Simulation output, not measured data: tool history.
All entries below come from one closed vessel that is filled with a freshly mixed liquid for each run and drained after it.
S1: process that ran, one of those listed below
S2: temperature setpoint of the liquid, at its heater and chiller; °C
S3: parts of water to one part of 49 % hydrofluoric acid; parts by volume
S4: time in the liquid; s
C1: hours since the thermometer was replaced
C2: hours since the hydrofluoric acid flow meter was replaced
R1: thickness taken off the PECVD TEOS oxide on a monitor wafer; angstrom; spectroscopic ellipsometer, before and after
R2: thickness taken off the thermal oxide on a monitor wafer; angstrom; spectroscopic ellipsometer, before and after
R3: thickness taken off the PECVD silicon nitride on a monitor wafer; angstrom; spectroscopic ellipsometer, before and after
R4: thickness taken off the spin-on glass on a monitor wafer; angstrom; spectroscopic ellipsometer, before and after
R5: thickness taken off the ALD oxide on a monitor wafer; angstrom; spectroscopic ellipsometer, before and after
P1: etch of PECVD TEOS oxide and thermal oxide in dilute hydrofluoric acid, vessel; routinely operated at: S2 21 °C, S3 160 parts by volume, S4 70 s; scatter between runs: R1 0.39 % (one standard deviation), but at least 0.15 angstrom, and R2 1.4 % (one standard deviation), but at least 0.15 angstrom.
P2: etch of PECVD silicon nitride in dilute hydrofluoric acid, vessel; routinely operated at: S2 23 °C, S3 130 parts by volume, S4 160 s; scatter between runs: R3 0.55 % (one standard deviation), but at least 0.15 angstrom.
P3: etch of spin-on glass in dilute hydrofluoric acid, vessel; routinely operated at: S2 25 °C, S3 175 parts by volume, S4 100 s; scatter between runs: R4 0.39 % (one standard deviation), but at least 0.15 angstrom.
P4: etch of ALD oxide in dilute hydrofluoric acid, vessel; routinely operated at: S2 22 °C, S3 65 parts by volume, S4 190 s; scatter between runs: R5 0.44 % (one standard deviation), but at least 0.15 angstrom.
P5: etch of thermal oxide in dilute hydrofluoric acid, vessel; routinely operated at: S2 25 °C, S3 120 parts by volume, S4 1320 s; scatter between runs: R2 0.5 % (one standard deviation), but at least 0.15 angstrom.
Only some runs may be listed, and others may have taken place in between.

run 1 hour=4.6 | S1=P1 S2=21 S3=160 S4=70 | C1=1042.2 C2=346.1 | R1=91.254 R2=16.334
run 2 hour=7.9 | S1=P1 S2=21 S3=160 S4=70 | C1=1045.5 C2=349.4 | R1=90.96 R2=16.276
run 3 hour=11.8 | S1=P5 S2=25 S3=210 S4=1320 | C1=1049.4 C2=353.3 | R2=299.32
run 4 hour=15.2 | S1=P5 S2=25 S3=120 S4=1320 | C1=1052.8 C2=356.7 | R2=573.64
run 5 hour=17.6 | S1=P1 S2=21 S3=160 S4=70 | C1=1055.2 C2=359.1 | R1=91.137 R2=16.423
run 6 hour=20 | S1=P2 S2=23 S3=60 S4=160 | C1=1057.6 C2=361.5 | R3=134.39
run 7 hour=23.3 | S1=P2 S2=23 S3=130 S4=30 | C1=1060.9 C2=364.8 | R3=11.75
run 8 hour=26.6 | S1=P1 S2=21 S3=75 S4=70 | C1=1064.2 C2=368.1 | R1=210.36 R2=39.077
run 9 hour=31.2 | S1=P3 S2=25 S3=175 S4=100 | C1=1068.8 C2=372.7 | R4=173.61
run 10 hour=33.6 | S1=P1 S2=21 S3=160 S4=70 | C1=1071.2 C2=375.1 | R1=89.78 R2=16.344
run 11 hour=37.5 | S1=P1 S2=21 S3=160 S4=130 | C1=1075.1 C2=379 | R1=167.36 R2=31.086
run 12 hour=41.9 | S1=P1 S2=21 S3=285 S4=125 | C1=1079.5 C2=383.4 | R1=80.017 R2=14.322
run 13 hour=44.5 | S1=P1 S2=21 S3=160 S4=35 | C1=1082.1 C2=386 | R1=45.37 R2=8.0187
run 14 hour=46.9 | S1=P2 S2=18.5 S3=130 S4=160 | C1=1084.5 C2=388.4 | R3=46.56
run 15 hour=51.1 | S1=P3 S2=25 S3=85 S4=100 | C1=1088.7 C2=392.6 | R4=400.78
run 16 hour=53.7 | S1=P1 S2=29.5 S3=160 S4=70 | C1=1091.3 C2=395.2 | R1=125.01 R2=22.241
run 17 hour=57 | S1=P1 S2=21 S3=295 S4=70 | C1=1094.6 C2=398.5 | R1=43.051 R2=7.9955
run 18 hour=59.5 | S1=P1 S2=21 S3=160 S4=70 | C1=1097.1 C2=401 | R1=91.053 R2=16.188
run 19 hour=63.1 | S1=P1 S2=17 S3=160 S4=120 | C1=1100.7 C2=404.6 | R1=132.97 R2=23.421
run 20 hour=67 | S1=P5 S2=32 S3=120 S4=1320 | C1=1104.6 C2=408.5 | R2=758.36
run 21 hour=69.4 | S1=P1 S2=17 S3=160 S4=70 | C1=1107 C2=410.9 | R1=77.249 R2=14.248
run 22 hour=72.6 | S1=P4 S2=22 S3=65 S4=30 | C1=1110.2 C2=414.1 | R5=62.124
run 23 hour=76.8 | S1=P1 S2=21 S3=40 S4=100 | C1=1114.4 C2=418.3 | R1=594.26 R2=110.28
run 24 hour=79.9 | S1=P4 S2=27 S3=65 S4=190 | C1=1117.5 C2=421.4 | R5=483.78
run 25 hour=83.6 | S1=P5 S2=25 S3=120 S4=150 | C1=1121.2 C2=425.1 | R2=65.199
run 26 hour=85.8 | S1=P3 S2=31.5 S3=175 S4=100 | C1=1123.4 C2=427.3 | R4=220.8

Expected results for the next run?
run 27 hour=89.9 | S1=P2 S2=23 S3=130 S4=160 | C1=1127.5 C2=431.4 | R3=?

Run 27 gave R3 63.242 angstrom.
